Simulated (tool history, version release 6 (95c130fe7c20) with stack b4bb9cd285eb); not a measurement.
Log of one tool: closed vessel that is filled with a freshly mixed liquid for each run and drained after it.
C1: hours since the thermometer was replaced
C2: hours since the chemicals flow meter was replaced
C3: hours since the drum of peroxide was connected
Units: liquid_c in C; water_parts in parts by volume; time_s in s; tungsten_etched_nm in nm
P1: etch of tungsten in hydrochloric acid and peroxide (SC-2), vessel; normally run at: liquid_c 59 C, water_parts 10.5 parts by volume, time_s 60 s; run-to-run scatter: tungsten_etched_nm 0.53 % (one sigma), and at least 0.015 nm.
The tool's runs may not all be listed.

run 1 day=0.554 | liquid_c=59 water_parts=10.5 time_s=60 | C1=590.6 C2=958.5 C3=437.3 | tungsten_etched_nm=24.57
run 2 day=0.862 | liquid_c=59 water_parts=17.5 time_s=60 | C1=598 C2=965.9 C3=444.7 | tungsten_etched_nm=15.778
run 3 day=1.217 | liquid_c=67.5 water_parts=18 time_s=60 | C1=606.5 C2=974.4 C3=453.2 | tungsten_etched_nm=25.664
run 4 day=1.475 | liquid_c=59 water_parts=10.5 time_s=30 | C1=612.7 C2=980.6 C3=459.4 | tungsten_etched_nm=12.327
run 5 day=1.792 | liquid_c=59 water_parts=10.5 time_s=60 | C1=620.3 C2=988.2 C3=467 | tungsten_etched_nm=24.44
run 6 day=2.292 | liquid_c=59 water_parts=4 time_s=60 | C1=632.3 C2=1000.2 C3=479 | tungsten_etched_nm=51.706
run 7 day=2.833 | liquid_c=59 water_parts=10.5 time_s=115 | C1=645.3 C2=1013.2 C3=492 | tungsten_etched_nm=47.102
run 8 day=3.25 | liquid_c=68.5 water_parts=10.5 time_s=60 | C1=655.3 C2=1023.2 C3=502 | tungsten_etched_nm=44.394
run 9 day=3.521 | liquid_c=59 water_parts=10.5 time_s=60 | C1=661.8 C2=1029.7 C3=508.5 | tungsten_etched_nm=24.514
run 10 day=3.767 | liquid_c=59 water_parts=10.5 time_s=60 | C1=667.7 C2=1035.6 C3=514.4 | tungsten_etched_nm=24.743
run 11 day=4.042 | liquid_c=59 water_parts=4.5 time_s=30 | C1=674.3 C2=1042.2 C3=521 | tungsten_etched_nm=23.597
run 12 day=4.504 | liquid_c=43 water_parts=10.5 time_s=60 | C1=685.4 C2=1053.3 C3=532.1 | tungsten_etched_nm=8.474
run 13 day=4.954 | liquid_c=43.5 water_parts=10.5 time_s=30 | C1=696.2 C2=1064.1 C3=542.9 | tungsten_etched_nm=4.4425
run 14 day=5.383 | liquid_c=59 water_parts=10.5 time_s=60 | C1=706.5 C2=1074.4 C3=553.2 | tungsten_etched_nm=24.778
run 15 day=5.704 | liquid_c=59 water_parts=10.5 time_s=60 | C1=714.2 C2=1082.1 C3=560.9 | tungsten_etched_nm=24.58
run 16 day=6.2 | liquid_c=59 water_parts=10.5 time_s=60 | C1=726.1 C2=1094 C3=572.8 | tungsten_etched_nm=23.926
run 17 day=6.733 | liquid_c=59 water_parts=10.5 time_s=60 | C1=738.9 C2=1106.8 C3=585.6 | tungsten_etched_nm=23.3
run 18 day=7.175 | liquid_c=59 water_parts=10.5 time_s=60 | C1=749.5 C2=1117.4 C3=596.2 | tungsten_etched_nm=23.08
run 19 day=7.521 | liquid_c=59 water_parts=10.5 time_s=60 | C1=757.8 C2=1125.7 C3=604.5 | tungsten_etched_nm=22.824
run 20 day=7.871 | liquid_c=59 water_parts=10.5 time_s=60 | C1=766.2 C2=1134.1 C3=612.9 | tungsten_etched_nm=22.834
-- day=8.104 new drum of peroxide connected
run 21 day=8.25 | liquid_c=59 water_parts=10.5 time_s=60 | C1=775.3 C2=1143.2 C3=3.6 | tungsten_etched_nm=22.823
run 22 day=8.558 | liquid_c=59 water_parts=10.5 time_s=60 | C1=782.7 C2=1150.6 C3=11 | tungsten_etched_nm=22.812
run 23 day=9.067 | liquid_c=59 water_parts=10.5 time_s=60 | C1=794.9 C2=1162.8 C3=23.2 | tungsten_etched_nm=22.52
run 24 day=9.588 | liquid_c=59 water_parts=10.5 time_s=60 | C1=807.4 C2=1175.3 C3=35.7 | tungsten_etched_nm=22.756

What P1 gives has crept away from where it was. These 2 causes fit the log equally well, each at the size given:
A: liquid colder than its thermometer reads (K) = 1.27
B: chemicals flow below the setpoint (%) = 9.06
The creep began at about day 5.704.
Why every other cause is out:
peroxide weaker than its label (%): serviced at day 8.104, which brought nothing back

4 check runs are offered, each on 3 wafers whose results are averaged, their results left as question marks. Which one tells the causes apart?
run check 1 day=10.108 | liquid_c=59 water_parts=7.5 time_s=60 | tungsten_etched_nm=?
run check 2 day=10.108 | liquid_c=46 water_parts=4 time_s=60 | tungsten_etched_nm=?
run check 3 day=10.108 | liquid_c=52.5 water_parts=10.5 time_s=60 | tungsten_etched_nm=?
run check 4 day=10.108 | liquid_c=66.5 water_parts=10.5 time_s=105 | tungsten_etched_nm=?

What each check would give under each cause:
check=check_1 result=tungsten_etched_nm if_A=29.878 if_B=30.02
check=check_2 result=tungsten_etched_nm if_A=20.007 if_B=20.468
check=check_3 result=tungsten_etched_nm if_A=14.895 if_B=14.945
check=check_4 result=tungsten_etched_nm if_A=63.351 if_B=63.135
How far apart the two closest causes lie, in the result that separates them most: check 1 0.48 %; check 2 2.28 %; check 3 0.33 %; check 4 0.34 %
Only check 2 tells the causes apart: in the others they would give nearly the same result.

Check 2 was then run and gave: tungsten_etched_nm 20.383 nm. Which cause is it?

It is B: chemicals flow below the setpoint (%).
